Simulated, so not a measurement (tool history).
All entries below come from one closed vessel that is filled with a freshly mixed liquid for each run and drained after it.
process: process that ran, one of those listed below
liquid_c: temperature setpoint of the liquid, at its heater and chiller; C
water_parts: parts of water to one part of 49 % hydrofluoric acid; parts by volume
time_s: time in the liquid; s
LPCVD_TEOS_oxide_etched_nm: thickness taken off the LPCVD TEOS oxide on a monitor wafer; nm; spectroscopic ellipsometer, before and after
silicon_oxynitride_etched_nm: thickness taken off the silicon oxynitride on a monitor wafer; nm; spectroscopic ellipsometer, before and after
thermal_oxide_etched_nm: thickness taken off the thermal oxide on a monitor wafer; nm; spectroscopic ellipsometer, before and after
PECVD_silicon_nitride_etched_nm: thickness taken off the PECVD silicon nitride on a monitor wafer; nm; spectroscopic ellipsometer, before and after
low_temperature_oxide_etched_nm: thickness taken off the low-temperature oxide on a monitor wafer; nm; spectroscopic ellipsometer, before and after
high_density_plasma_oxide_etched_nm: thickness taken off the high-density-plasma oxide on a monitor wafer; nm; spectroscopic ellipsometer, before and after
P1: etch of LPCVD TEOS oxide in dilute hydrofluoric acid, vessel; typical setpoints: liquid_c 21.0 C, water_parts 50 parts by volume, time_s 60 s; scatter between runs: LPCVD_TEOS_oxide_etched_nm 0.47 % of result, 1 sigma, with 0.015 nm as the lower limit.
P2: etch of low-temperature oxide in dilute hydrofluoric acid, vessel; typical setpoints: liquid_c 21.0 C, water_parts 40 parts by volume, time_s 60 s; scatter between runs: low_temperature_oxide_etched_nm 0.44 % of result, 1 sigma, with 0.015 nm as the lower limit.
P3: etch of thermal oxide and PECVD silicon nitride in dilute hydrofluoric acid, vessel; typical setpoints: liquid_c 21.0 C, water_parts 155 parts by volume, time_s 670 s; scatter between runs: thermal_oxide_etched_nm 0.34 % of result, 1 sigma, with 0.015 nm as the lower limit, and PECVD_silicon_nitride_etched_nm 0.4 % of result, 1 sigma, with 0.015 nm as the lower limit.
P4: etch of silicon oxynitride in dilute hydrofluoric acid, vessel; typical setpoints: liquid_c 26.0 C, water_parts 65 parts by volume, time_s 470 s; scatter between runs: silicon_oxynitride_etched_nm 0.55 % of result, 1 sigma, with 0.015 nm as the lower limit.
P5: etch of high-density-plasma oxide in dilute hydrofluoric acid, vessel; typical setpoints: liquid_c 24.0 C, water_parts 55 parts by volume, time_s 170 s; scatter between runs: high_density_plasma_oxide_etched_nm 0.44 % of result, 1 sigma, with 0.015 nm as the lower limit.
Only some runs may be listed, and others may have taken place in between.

| run | hour | process | liquid_c | water_parts | time_s | LPCVD_TEOS_oxide_etched_nm | silicon_oxynitride_etched_nm | thermal_oxide_etched_nm | PECVD_silicon_nitride_etched_nm | low_temperature_oxide_etched_nm | high_density_plasma_oxide_etched_nm |
|---|---|---|---|---|---|---|---|---|---|---|---|
| 1 | 7.6 | P1 | 21.0 | 50 | 60 | 34.832 |  |  |  |  |  |
| 2 | 15.9 | P4 | 26.0 | 65 | 795 |  | 52.257 |  |  |  |  |
| 3 | 23.7 | P3 | 21.0 | 240 | 670 |  |  | 9.599 | 4.1606 |  |  |
|  | 25.9 | hydrofluoric acid flow meter replaced |
| 4 | 32.0 | P1 | 27.5 | 20 | 60 | 119.370 |  |  |  |  |  |
| 5 | 37.7 | P1 | 21.0 | 50 | 60 | 34.702 |  |  |  |  |  |
| 6 | 43.4 | P3 | 17.0 | 155 | 670 |  |  | 13.799 | 4.8424 |  |  |
| 7 | 51.8 | P1 | 21.0 | 50 | 60 | 35.027 |  |  |  |  |  |
| 8 | 58.3 | P2 | 21.0 | 40 | 60 |  |  |  |  | 30.123 |  |
| 9 | 63.8 | P1 | 21.0 | 50 | 60 | 34.797 |  |  |  |  |  |
| 10 | 69.7 | P4 | 26.0 | 20 | 470 |  | 104.560 |  |  |  |  |
| 11 | 74.4 | P2 | 21.0 | 40 | 100 |  |  |  |  | 50.954 |  |
| 12 | 81.9 | P5 | 24.0 | 30 | 170 |  |  |  |  |  | 34.9480 |
| 13 | 87.7 | P1 | 21.0 | 50 | 60 | 35.186 |  |  |  |  |  |
| 14 | 94.4 | P1 | 21.0 | 50 | 30 | 17.446 |  |  |  |  |  |
| 15 | 101.8 | P1 | 21.0 | 85 | 60 | 19.666 |  |  |  |  |  |
| 16 | 108.3 | P1 | 17.0 | 50 | 105 | 51.176 |  |  |  |  |  |
| 17 | 114.7 | P4 | 21.5 | 65 | 470 |  | 25.032 |  |  |  |  |
| 18 | 123.3 | P1 | 21.0 | 20 | 60 | 91.115 |  |  |  |  |  |
| 19 | 129.8 | P4 | 26.0 | 65 | 470 |  | 30.621 |  |  |  |  |
| 20 | 137.8 | P1 | 17.0 | 50 | 60 | 29.416 |  |  |  |  |  |
| 21 | 141.9 | P5 | 24.0 | 55 | 170 |  |  |  |  |  | 18.5670 |
| 22 | 148.3 | P5 | 24.0 | 55 | 80 |  |  |  |  |  | 8.7374 |
| 23 | 154.4 | P3 | 21.0 | 155 | 670 |  |  | 16.276 | 6.3372 |  |  |
| 24 | 160.4 | P3 | 21.0 | 155 | 1260 |  |  | 30.641 | 11.9810 |  |  |
| 25 | 166.3 | P2 | 17.0 | 40 | 60 |  |  |  |  | 25.573 |  |
| 26 | 174.1 | P1 | 21.0 | 50 | 110 | 64.133 |  |  |  |  |  |
| 27 | 179.6 | P1 | 28.0 | 50 | 60 | 46.395 |  |  |  |  |  |
| 28 | 187.2 | P1 | 21.0 | 50 | 60 | 34.601 |  |  |  |  |  |
| 29 | 191.0 | P2 | 21.0 | 40 | 60 |  |  |  |  | 30.538 |  |
| 30 | 198.8 | P5 | 17.5 | 55 | 170 |  |  |  |  |  | 14.0590 |

What does the tool deliver on the next run?
| 31 | 202.9 | P1 | 21.0 | 50 | 60 | ? |  |  |  |  |  |

LPCVD_TEOS_oxide_etched_nm: 34.753 nm
